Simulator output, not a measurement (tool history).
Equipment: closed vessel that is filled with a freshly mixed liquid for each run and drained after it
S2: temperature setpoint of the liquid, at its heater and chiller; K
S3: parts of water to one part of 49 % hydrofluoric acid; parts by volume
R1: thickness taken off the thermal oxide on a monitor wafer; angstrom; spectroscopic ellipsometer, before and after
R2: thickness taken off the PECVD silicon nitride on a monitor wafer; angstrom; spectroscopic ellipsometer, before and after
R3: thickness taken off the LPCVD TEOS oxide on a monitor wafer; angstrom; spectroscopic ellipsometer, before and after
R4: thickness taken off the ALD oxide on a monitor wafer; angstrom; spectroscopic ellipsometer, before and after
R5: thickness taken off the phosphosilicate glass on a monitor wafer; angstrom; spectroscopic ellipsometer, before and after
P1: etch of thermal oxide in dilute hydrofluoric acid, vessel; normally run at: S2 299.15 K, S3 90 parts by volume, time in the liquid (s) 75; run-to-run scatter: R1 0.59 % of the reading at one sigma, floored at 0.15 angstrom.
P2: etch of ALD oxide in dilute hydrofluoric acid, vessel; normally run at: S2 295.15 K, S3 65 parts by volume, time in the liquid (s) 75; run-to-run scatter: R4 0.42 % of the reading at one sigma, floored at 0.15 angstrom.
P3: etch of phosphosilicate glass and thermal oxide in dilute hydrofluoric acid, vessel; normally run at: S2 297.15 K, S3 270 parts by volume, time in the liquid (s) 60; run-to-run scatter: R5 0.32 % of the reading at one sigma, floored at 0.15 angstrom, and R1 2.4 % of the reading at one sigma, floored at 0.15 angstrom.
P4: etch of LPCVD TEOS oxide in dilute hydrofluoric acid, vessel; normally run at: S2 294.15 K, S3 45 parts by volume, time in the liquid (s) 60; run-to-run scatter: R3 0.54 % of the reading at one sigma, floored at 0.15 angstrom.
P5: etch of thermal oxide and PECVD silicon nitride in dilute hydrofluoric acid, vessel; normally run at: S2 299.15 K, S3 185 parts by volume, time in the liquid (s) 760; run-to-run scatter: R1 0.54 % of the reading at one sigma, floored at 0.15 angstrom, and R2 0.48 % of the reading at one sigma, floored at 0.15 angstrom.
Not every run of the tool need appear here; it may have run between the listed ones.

run 1 hour=7.2 | process_that_ran=P1 S2=299.15 S3=90 time_in_the_liquid_(s)=75 | R1=43.6140
run 2 hour=16.4 | process_that_ran=P1 S2=299.15 S3=90 time_in_the_liquid_(s)=75 | R1=43.0260
run 3 hour=23.4 | process_that_ran=P5 S2=299.15 S3=185 time_in_the_liquid_(s)=1380 | R1=333.8700 R2=216.99
run 4 hour=34.6 | process_that_ran=P4 S2=294.15 S3=45 time_in_the_liquid_(s)=60 | R3=534.51
run 5 hour=45.0 | process_that_ran=P2 S2=295.15 S3=65 time_in_the_liquid_(s)=145 | R4=294.62
run 6 hour=51.7 | process_that_ran=P5 S2=299.15 S3=95 time_in_the_liquid_(s)=760 | R1=395.5100 R2=230.51
run 7 hour=57.2 | process_that_ran=P1 S2=307.15 S3=90 time_in_the_liquid_(s)=75 | R1=59.0550
run 8 hour=68.7 | process_that_ran=P1 S2=299.15 S3=90 time_in_the_liquid_(s)=75 | R1=43.2610
run 9 hour=78.5 | process_that_ran=P2 S2=295.15 S3=20 time_in_the_liquid_(s)=75 | R4=524.16
run 10 hour=90.0 | process_that_ran=P4 S2=294.15 S3=25 time_in_the_liquid_(s)=60 | R3=987.47
run 11 hour=99.5 | process_that_ran=P4 S2=294.15 S3=45 time_in_the_liquid_(s)=60 | R3=535.18
run 12 hour=105.3 | process_that_ran=P1 S2=299.15 S3=45 time_in_the_liquid_(s)=145 | R1=177.8000
run 13 hour=111.4 | process_that_ran=P2 S2=295.15 S3=65 time_in_the_liquid_(s)=75 | R4=153.79
run 14 hour=122.8 | process_that_ran=P4 S2=299.65 S3=45 time_in_the_liquid_(s)=60 | R3=678.01
run 15 hour=132.6 | process_that_ran=P5 S2=299.15 S3=185 time_in_the_liquid_(s)=760 | R1=181.0500 R2=119.05
run 16 hour=139.7 | process_that_ran=P1 S2=299.15 S3=90 time_in_the_liquid_(s)=150 | R1=86.8200
run 17 hour=149.5 | process_that_ran=P3 S2=297.15 S3=270 time_in_the_liquid_(s)=60 | R1=8.9708 R5=231.63
run 18 hour=158.4 | process_that_ran=P4 S2=294.15 S3=45 time_in_the_liquid_(s)=110 | R3=980.73
run 19 hour=163.9 | process_that_ran=P1 S2=299.15 S3=145 time_in_the_liquid_(s)=75 | R1=25.1720
run 20 hour=174.4 | process_that_ran=P5 S2=304.15 S3=185 time_in_the_liquid_(s)=760 | R1=218.8800 R2=160.71
run 21 hour=183.9 | process_that_ran=P5 S2=299.15 S3=185 time_in_the_liquid_(s)=760 | R1=182.9400 R2=119.75
run 22 hour=194.6 | process_that_ran=P1 S2=303.15 S3=50 time_in_the_liquid_(s)=75 | R1=96.2770
run 23 hour=205.0 | process_that_ran=P2 S2=302.65 S3=65 time_in_the_liquid_(s)=75 | R4=203.84
run 24 hour=216.4 | process_that_ran=P1 S2=299.15 S3=90 time_in_the_liquid_(s)=30 | R1=17.2740
run 25 hour=226.9 | process_that_ran=P1 S2=292.65 S3=90 time_in_the_liquid_(s)=75 | R1=33.1220
run 26 hour=233.4 | process_that_ran=P1 S2=299.15 S3=30 time_in_the_liquid_(s)=75 | R1=141.1200
run 27 hour=241.1 | process_that_ran=P3 S2=297.15 S3=270 time_in_the_liquid_(s)=30 | R1=4.4488 R5=116.06
run 28 hour=246.1 | process_that_ran=P3 S2=297.15 S3=85 time_in_the_liquid_(s)=60 | R1=36.1860 R5=910.36
run 29 hour=252.9 | process_that_ran=P2 S2=295.15 S3=65 time_in_the_liquid_(s)=75 | R4=152.46

Forecast run 30:
run 30 hour=258.2 | process_that_ran=P1 S2=299.15 S3=90 time_in_the_liquid_(s)=75 | R1=?

{"run 30": {"R1": 43.315}}
